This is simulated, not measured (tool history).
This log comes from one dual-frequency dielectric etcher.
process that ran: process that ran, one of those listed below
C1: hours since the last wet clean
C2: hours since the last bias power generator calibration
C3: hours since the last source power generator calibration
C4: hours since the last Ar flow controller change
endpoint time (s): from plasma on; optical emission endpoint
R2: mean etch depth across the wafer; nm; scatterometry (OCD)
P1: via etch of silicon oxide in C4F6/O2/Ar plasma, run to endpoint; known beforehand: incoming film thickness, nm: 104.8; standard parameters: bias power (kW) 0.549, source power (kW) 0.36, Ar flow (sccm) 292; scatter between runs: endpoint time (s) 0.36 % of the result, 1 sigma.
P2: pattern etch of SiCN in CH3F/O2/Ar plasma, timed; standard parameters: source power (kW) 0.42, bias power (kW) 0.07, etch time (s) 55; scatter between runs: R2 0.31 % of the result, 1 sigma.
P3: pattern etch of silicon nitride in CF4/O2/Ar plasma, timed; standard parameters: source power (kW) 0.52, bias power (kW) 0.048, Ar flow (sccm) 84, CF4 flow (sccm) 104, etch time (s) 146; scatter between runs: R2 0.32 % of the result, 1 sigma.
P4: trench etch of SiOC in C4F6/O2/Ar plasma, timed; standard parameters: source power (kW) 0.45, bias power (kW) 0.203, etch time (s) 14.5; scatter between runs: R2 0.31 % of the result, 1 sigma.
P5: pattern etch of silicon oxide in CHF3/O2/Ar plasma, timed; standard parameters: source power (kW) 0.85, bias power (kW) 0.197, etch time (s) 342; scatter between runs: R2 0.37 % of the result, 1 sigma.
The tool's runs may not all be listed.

{"run": 1, "hour": 9.2, "process that ran": "P1", "bias power (kW)": 0.549, "source power (kW)": 0.36, "Ar flow (sccm)": 292, "C1": 81.6, "C2": 1487.3, "C3": 2146.8, "C4": 2181.3, "endpoint time (s)": 23.127}
{"run": 2, "hour": 18.3, "process that ran": "P2", "bias power (kW)": 0.07, "source power (kW)": 0.42, "etch time (s)": 55, "C1": 90.7, "C2": 1496.4, "C3": 2155.9, "C4": 2190.4, "R2": 21.012}
{"run": 3, "hour": 27.9, "process that ran": "P3", "bias power (kW)": 0.048, "source power (kW)": 0.52, "Ar flow (sccm)": 107, "etch time (s)": 146, "CF4 flow (sccm)": 104, "C1": 100.3, "C2": 1506, "C3": 2165.5, "C4": 2200, "R2": 277.2}
{"run": 4, "hour": 38.8, "process that ran": "P2", "bias power (kW)": 0.088, "source power (kW)": 0.42, "etch time (s)": 55, "C1": 111.2, "C2": 1516.9, "C3": 2176.4, "C4": 2210.9, "R2": 22.821}
{"run": 5, "hour": 45.0, "process that ran": "P5", "bias power (kW)": 0.197, "source power (kW)": 0.85, "etch time (s)": 423.5, "C1": 117.4, "C2": 1523.1, "C3": 2182.6, "C4": 2217.1, "R2": 1001.4}
{"run": 6, "hour": 53.3, "process that ran": "P1", "bias power (kW)": 0.549, "source power (kW)": 0.36, "Ar flow (sccm)": 292, "C1": 125.7, "C2": 1531.4, "C3": 2190.9, "C4": 2225.4, "endpoint time (s)": 23.049}
{"run": 7, "hour": 61.9, "process that ran": "P4", "bias power (kW)": 0.203, "source power (kW)": 0.45, "etch time (s)": 11, "C1": 134.3, "C2": 1540, "C3": 2199.5, "C4": 2234, "R2": 25.911}
{"run": 8, "hour": 69.1, "process that ran": "P1", "bias power (kW)": 0.549, "source power (kW)": 0.36, "Ar flow (sccm)": 292, "C1": 141.5, "C2": 1547.2, "C3": 2206.7, "C4": 2241.2, "endpoint time (s)": 23.125}
{"run": 9, "hour": 78.7, "process that ran": "P1", "bias power (kW)": 0.549, "source power (kW)": 0.36, "Ar flow (sccm)": 292, "C1": 151.1, "C2": 1556.8, "C3": 2216.3, "C4": 2250.8, "endpoint time (s)": 23.136}
{"run": 10, "hour": 89.9, "process that ran": "P1", "bias power (kW)": 0.737, "source power (kW)": 0.36, "Ar flow (sccm)": 241, "C1": 162.3, "C2": 1568, "C3": 2227.5, "C4": 2262, "endpoint time (s)": 20.157}
{"run": 11, "hour": 97.5, "process that ran": "P1", "bias power (kW)": 0.549, "source power (kW)": 0.23, "Ar flow (sccm)": 292, "C1": 169.9, "C2": 1575.6, "C3": 2235.1, "C4": 2269.6, "endpoint time (s)": 27.257}
{"run": 12, "hour": 106.5, "process that ran": "P4", "bias power (kW)": 0.132, "source power (kW)": 0.45, "etch time (s)": 14.5, "C1": 178.9, "C2": 1584.6, "C3": 2244.1, "C4": 2278.6, "R2": 29.936}
{"run": 13, "hour": 115.5, "process that ran": "P5", "bias power (kW)": 0.197, "source power (kW)": 0.85, "etch time (s)": 342, "C1": 187.9, "C2": 1593.6, "C3": 2253.1, "C4": 2287.6, "R2": 810.94}
{"run": 14, "hour": 124.5, "process that ran": "P1", "bias power (kW)": 0.549, "source power (kW)": 0.36, "Ar flow (sccm)": 356, "C1": 196.9, "C2": 1602.6, "C3": 2262.1, "C4": 2296.6, "endpoint time (s)": 23.543}
{"run": 15, "hour": 135.1, "process that ran": "P2", "bias power (kW)": 0.07, "source power (kW)": 0.42, "etch time (s)": 82.5, "C1": 207.5, "C2": 1613.2, "C3": 2272.7, "C4": 2307.2, "R2": 31.596}
{"run": 16, "hour": 142.9, "process that ran": "P1", "bias power (kW)": 0.549, "source power (kW)": 0.36, "Ar flow (sccm)": 292, "C1": 215.3, "C2": 1621, "C3": 2280.5, "C4": 2315, "endpoint time (s)": 22.98}
{"run": 17, "hour": 154.2, "process that ran": "P1", "bias power (kW)": 0.371, "source power (kW)": 0.36, "Ar flow (sccm)": 292, "C1": 226.6, "C2": 1632.3, "C3": 2291.8, "C4": 2326.3, "endpoint time (s)": 26.701}
{"run": 18, "hour": 165.0, "process that ran": "P1", "bias power (kW)": 0.549, "source power (kW)": 0.45, "Ar flow (sccm)": 292, "C1": 237.4, "C2": 1643.1, "C3": 2302.6, "C4": 2337.1, "endpoint time (s)": 21.203}
{"run": 19, "hour": 175.0, "process that ran": "P3", "bias power (kW)": 0.048, "source power (kW)": 0.34, "Ar flow (sccm)": 84, "etch time (s)": 146, "CF4 flow (sccm)": 104, "C1": 247.4, "C2": 1653.1, "C3": 2312.6, "C4": 2347.1, "R2": 197.49}
{"run": 20, "hour": 185.3, "process that ran": "P1", "bias power (kW)": 0.549, "source power (kW)": 0.42, "Ar flow (sccm)": 190, "C1": 257.7, "C2": 1663.4, "C3": 2322.9, "C4": 2357.4, "endpoint time (s)": 20.875}
{"run": 21, "hour": 193.0, "process that ran": "P5", "bias power (kW)": 0.152, "source power (kW)": 0.85, "etch time (s)": 342, "C1": 265.4, "C2": 1671.1, "C3": 2330.6, "C4": 2365.1, "R2": 744.73}
{"run": 22, "hour": 200.5, "process that ran": "P1", "bias power (kW)": 0.549, "source power (kW)": 0.36, "Ar flow (sccm)": 235, "C1": 272.9, "C2": 1678.6, "C3": 2338.1, "C4": 2372.6, "endpoint time (s)": 22.567}

Forecast run 23:
{"run": 23, "hour": 208.7, "process that ran": "P3", "bias power (kW)": 0.038, "source power (kW)": 0.52, "Ar flow (sccm)": 84, "etch time (s)": 146, "CF4 flow (sccm)": 104, "C1": 281.1, "C2": 1686.8, "C3": 2346.3, "C4": 2380.8, "R2": "?"}

R2: 263.23 nm
